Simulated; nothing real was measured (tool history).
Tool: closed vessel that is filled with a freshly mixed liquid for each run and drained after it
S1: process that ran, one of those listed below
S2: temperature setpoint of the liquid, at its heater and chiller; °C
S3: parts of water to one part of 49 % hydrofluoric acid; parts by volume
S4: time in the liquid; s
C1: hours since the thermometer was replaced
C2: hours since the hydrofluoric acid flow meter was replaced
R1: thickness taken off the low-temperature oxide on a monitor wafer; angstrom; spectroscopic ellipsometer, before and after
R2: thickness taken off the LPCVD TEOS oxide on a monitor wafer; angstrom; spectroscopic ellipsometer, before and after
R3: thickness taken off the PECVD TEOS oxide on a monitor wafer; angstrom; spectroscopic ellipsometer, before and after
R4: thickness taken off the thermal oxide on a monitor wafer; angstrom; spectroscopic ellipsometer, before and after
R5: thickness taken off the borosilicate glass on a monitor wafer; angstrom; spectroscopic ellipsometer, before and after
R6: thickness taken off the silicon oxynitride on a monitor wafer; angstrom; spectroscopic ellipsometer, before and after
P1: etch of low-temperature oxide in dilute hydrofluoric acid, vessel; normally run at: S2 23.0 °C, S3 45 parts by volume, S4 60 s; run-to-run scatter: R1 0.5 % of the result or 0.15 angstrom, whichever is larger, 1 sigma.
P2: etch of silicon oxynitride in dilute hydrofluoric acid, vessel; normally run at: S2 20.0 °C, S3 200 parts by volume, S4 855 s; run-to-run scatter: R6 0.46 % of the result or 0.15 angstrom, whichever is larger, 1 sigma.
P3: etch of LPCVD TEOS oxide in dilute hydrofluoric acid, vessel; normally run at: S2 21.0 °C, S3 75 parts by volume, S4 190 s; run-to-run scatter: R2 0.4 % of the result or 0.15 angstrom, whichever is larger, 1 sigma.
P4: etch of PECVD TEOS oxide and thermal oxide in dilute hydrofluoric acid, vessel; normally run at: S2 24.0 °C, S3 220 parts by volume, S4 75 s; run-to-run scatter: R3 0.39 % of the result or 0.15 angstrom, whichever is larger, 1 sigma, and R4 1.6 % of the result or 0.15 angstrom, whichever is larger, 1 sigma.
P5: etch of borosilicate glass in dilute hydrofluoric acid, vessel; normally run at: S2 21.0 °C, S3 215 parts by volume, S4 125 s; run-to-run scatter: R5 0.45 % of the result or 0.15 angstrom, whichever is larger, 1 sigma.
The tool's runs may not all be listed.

run,hour,S1,S2,S3,S4,C1,C2,R1,R2,R3,R4,R5,R6
1,6.9,P1,23.0,45,60,194.9,81.5,206.66,,,,,
2,14.0,P3,21.0,75,30,202.0,88.6,,59.24,,,,
3,20.2,P1,23.0,70,60,208.2,94.8,128.19,,,,,
4,24.0,P3,17.0,75,190,212.0,98.6,,317.71,,,,
# hour 25.3: hydrofluoric acid flow meter replaced
5,31.3,P4,24.0,220,30,219.3,6.0,,,26.707,5.4459,,
6,36.7,P5,21.0,80,125,224.7,11.4,,,,,404.03,
7,44.1,P5,21.0,215,125,232.1,18.8,,,,,129.66,
8,51.4,P2,20.0,200,1375,239.4,26.1,,,,,,214.200
9,58.3,P5,21.0,215,125,246.3,33.0,,,,,129.21,
10,63.0,P4,24.0,220,75,251.0,37.7,,,66.539,14.4900,,
11,69.5,P3,21.0,20,190,257.5,44.2,,1504.70,,,,
12,75.1,P1,23.0,45,60,263.1,49.8,207.98,,,,,
13,83.5,P1,17.0,45,60,271.5,58.2,160.61,,,,,
14,91.9,P1,23.0,45,60,279.9,66.6,208.38,,,,,
15,98.9,P3,21.0,75,190,286.9,73.6,,372.22,,,,
16,105.9,P2,20.0,200,855,293.9,80.6,,,,,,134.200
17,112.3,P1,23.0,45,60,300.3,87.0,207.88,,,,,
18,118.7,P1,23.0,20,30,306.7,93.4,244.52,,,,,
19,123.8,P4,24.0,35,75,311.8,98.5,,,521.850,114.4500,,
20,127.7,P5,21.0,215,210,315.7,102.4,,,,,218.12,
21,131.6,P1,23.0,45,100,319.6,106.3,346.49,,,,,
22,137.9,P1,23.0,20,60,325.9,112.6,484.76,,,,,
23,146.0,P4,20.0,220,75,334.0,120.7,,,57.156,12.2840,,
24,151.5,P1,23.0,45,60,339.5,126.2,208.47,,,,,
25,159.5,P1,23.0,45,60,347.5,134.2,209.72,,,,,
26,166.4,P2,28.5,200,855,354.4,141.1,,,,,,195.640
27,174.4,P1,23.0,45,30,362.4,149.1,104.79,,,,,
28,181.6,P1,23.0,45,60,369.6,156.3,206.88,,,,,
29,186.4,P5,27.5,215,125,374.4,161.1,,,,,165.18,
30,192.3,P1,31.0,45,60,380.3,167.0,285.74,,,,,
31,199.9,P2,20.0,310,855,387.9,174.6,,,,,,80.603
32,204.2,P1,23.0,45,60,392.2,178.9,206.94,,,,,
33,208.2,P1,23.0,45,60,396.2,182.9,200.94,,,,,
34,214.4,P1,23.0,45,60,402.4,189.1,195.50,,,,,
35,220.0,P1,23.0,45,60,408.0,194.7,194.37,,,,,
36,227.7,P1,23.0,45,60,415.7,202.4,191.42,,,,,
37,233.1,P1,23.0,45,60,421.1,207.8,191.32,,,,,
38,239.7,P1,23.0,45,60,427.7,214.4,188.54,,,,,
39,245.7,P1,23.0,45,60,433.7,220.4,186.34,,,,,
40,249.8,P1,23.0,45,60,437.8,224.5,188.23,,,,,
41,255.0,P1,23.0,45,60,443.0,229.7,190.18,,,,,
42,259.4,P1,23.0,45,60,447.4,234.1,190.22,,,,,

What P1 gives has crept away from where it was. These 2 causes fit the log equally well, each at the size given:
A: hydrofluoric acid flow below the setpoint (%) = 8.68
B: liquid colder than its thermometer reads (K) = 2.3
The creep began at about hour 204.2.

4 check runs are offered, each on 2 wafers whose results are averaged, their results left as question marks. Which one tells the causes apart?
check 1,263.8,P4,24.0,45,35,,,,,?,?,,
check 2,263.8,P5,26.5,215,180,,,,,,,?,
check 3,263.8,P2,26.5,200,1275,,,,,,,,?
check 4,263.8,P3,21.0,45,190,,,,?,,,,

What each check would give under each cause:
check,result,if A,if B
check 1,R3,169.480,169.600
check 1,R4,36.7260,36.7500
check 2,R5,203.55,209.85
check 3,R6,240.000,241.180
check 4,R2,586.44,585.26
How far apart the two closest causes lie, in the result that separates them most: check 1 0.07 %; check 2 3.05 %; check 3 0.49 %; check 4 0.2 %
Check 2 tells the causes apart: in the others they would give nearly the same result.

Check 2 was then run and gave: R5 211.39 angstrom. Which cause is it?

It is B: liquid colder than its thermometer reads (K).
